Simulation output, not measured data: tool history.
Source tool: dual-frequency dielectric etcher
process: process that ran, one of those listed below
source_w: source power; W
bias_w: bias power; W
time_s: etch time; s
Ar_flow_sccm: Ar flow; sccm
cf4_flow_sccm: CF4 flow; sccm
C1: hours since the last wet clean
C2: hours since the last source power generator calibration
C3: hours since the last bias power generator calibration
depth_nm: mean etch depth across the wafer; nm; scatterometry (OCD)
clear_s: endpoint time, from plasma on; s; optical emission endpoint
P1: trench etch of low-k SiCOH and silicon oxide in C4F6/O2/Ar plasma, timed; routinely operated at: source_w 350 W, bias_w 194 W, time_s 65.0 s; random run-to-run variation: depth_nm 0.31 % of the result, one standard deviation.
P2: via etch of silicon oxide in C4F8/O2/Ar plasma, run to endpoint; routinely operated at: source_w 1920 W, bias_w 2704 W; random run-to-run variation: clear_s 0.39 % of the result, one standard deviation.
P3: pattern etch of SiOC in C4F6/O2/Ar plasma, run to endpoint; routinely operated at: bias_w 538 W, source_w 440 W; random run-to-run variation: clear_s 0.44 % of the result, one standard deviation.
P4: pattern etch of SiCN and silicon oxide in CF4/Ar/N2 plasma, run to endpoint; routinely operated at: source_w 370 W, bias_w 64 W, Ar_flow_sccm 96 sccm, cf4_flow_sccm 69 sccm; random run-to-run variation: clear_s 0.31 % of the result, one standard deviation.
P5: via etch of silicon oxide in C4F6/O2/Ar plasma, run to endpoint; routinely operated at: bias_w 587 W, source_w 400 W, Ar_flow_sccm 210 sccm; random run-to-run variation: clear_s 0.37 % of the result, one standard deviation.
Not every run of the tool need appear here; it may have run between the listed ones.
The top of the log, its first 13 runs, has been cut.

Run 14, hour 196.3: process P1, source_w 350 W, bias_w 194 W, time_s 65.0 s; C1 259.8; C2 2891.7; C3 901.5. Result: depth_nm 202.41 nm.
Run 15, hour 209.2: process P4, source_w 480 W, bias_w 64 W, Ar_flow_sccm 96 sccm, cf4_flow_sccm 69 sccm; C1 272.7; C2 2904.6; C3 914.4. Result: clear_s 20.020 s.
Run 16, hour 227.1: process P1, source_w 430 W, bias_w 194 W, time_s 65.0 s; C1 290.6; C2 2922.5; C3 932.3. Result: depth_nm 217.63 nm.
Run 17, hour 240.5: process P4, source_w 370 W, bias_w 47 W, Ar_flow_sccm 96 sccm, cf4_flow_sccm 69 sccm; C1 304.0; C2 2935.9; C3 945.7. Result: clear_s 27.686 s.
Run 18, hour 253.3: process P4, source_w 370 W, bias_w 64 W, Ar_flow_sccm 96 sccm, cf4_flow_sccm 69 sccm; C1 316.8; C2 2948.7; C3 958.5. Result: clear_s 25.226 s.
Run 19, hour 265.7: process P2, source_w 1920 W, bias_w 2704 W; C1 329.2; C2 2961.1; C3 970.9. Result: clear_s 314.580 s.
Run 20, hour 275.8: process P1, source_w 350 W, bias_w 194 W, time_s 65.0 s; C1 339.3; C2 2971.2; C3 981.0. Result: depth_nm 200.46 nm.
Run 21, hour 288.1: process P5, source_w 400 W, bias_w 587 W, Ar_flow_sccm 210 sccm; C1 351.6; C2 2983.5; C3 993.3. Result: clear_s 19.773 s.
Run 22, hour 297.5: process P4, source_w 370 W, bias_w 64 W, Ar_flow_sccm 96 sccm, cf4_flow_sccm 43 sccm; C1 361.0; C2 2992.9; C3 1002.7. Result: clear_s 27.190 s.
Run 23, hour 315.3: process P3, source_w 580 W, bias_w 538 W; C1 378.8; C2 3010.7; C3 1020.5. Result: clear_s 13.270 s.
Run 24, hour 327.2: process P1, source_w 260 W, bias_w 194 W, time_s 65.0 s; C1 390.7; C2 3022.6; C3 1032.4. Result: depth_nm 180.15 nm.
Run 25, hour 341.9: process P2, source_w 1920 W, bias_w 2704 W; C1 405.4; C2 3037.3; C3 1047.1. Result: clear_s 314.440 s.
Run 26, hour 353.0: process P2, source_w 1920 W, bias_w 3826 W; C1 416.5; C2 3048.4; C3 1058.2. Result: clear_s 284.250 s.
Run 27, hour 361.8: process P5, source_w 400 W, bias_w 346 W, Ar_flow_sccm 210 sccm; C1 425.3; C2 3057.2; C3 1067.0. Result: clear_s 23.905 s.
Run 28, hour 376.4: process P1, source_w 350 W, bias_w 270 W, time_s 65.0 s; C1 439.9; C2 3071.8; C3 1081.6. Result: depth_nm 224.92 nm.
Run 29, hour 385.8: process P3, source_w 440 W, bias_w 435 W; C1 449.3; C2 3081.2; C3 1091.0. Result: clear_s 15.868 s.
Run 30, hour 394.2: process P1, source_w 290 W, bias_w 194 W, time_s 83.0 s; C1 457.7; C2 3089.6; C3 1099.4. Result: depth_nm 239.27 nm.
Run 31, hour 408.7: process P1, source_w 350 W, bias_w 194 W, time_s 65.0 s; C1 472.2; C2 3104.1; C3 1113.9. Result: depth_nm 202.51 nm.

Run 32 has not been measured yet. What should we expect?
Run 32, hour 425.3: process P1, source_w 350 W, bias_w 194 W, time_s 65.0 s; C1 488.8; C2 3120.7; C3 1130.5. Result: depth_nm ?.

Run 32 came out at depth_nm 203.66 nm.
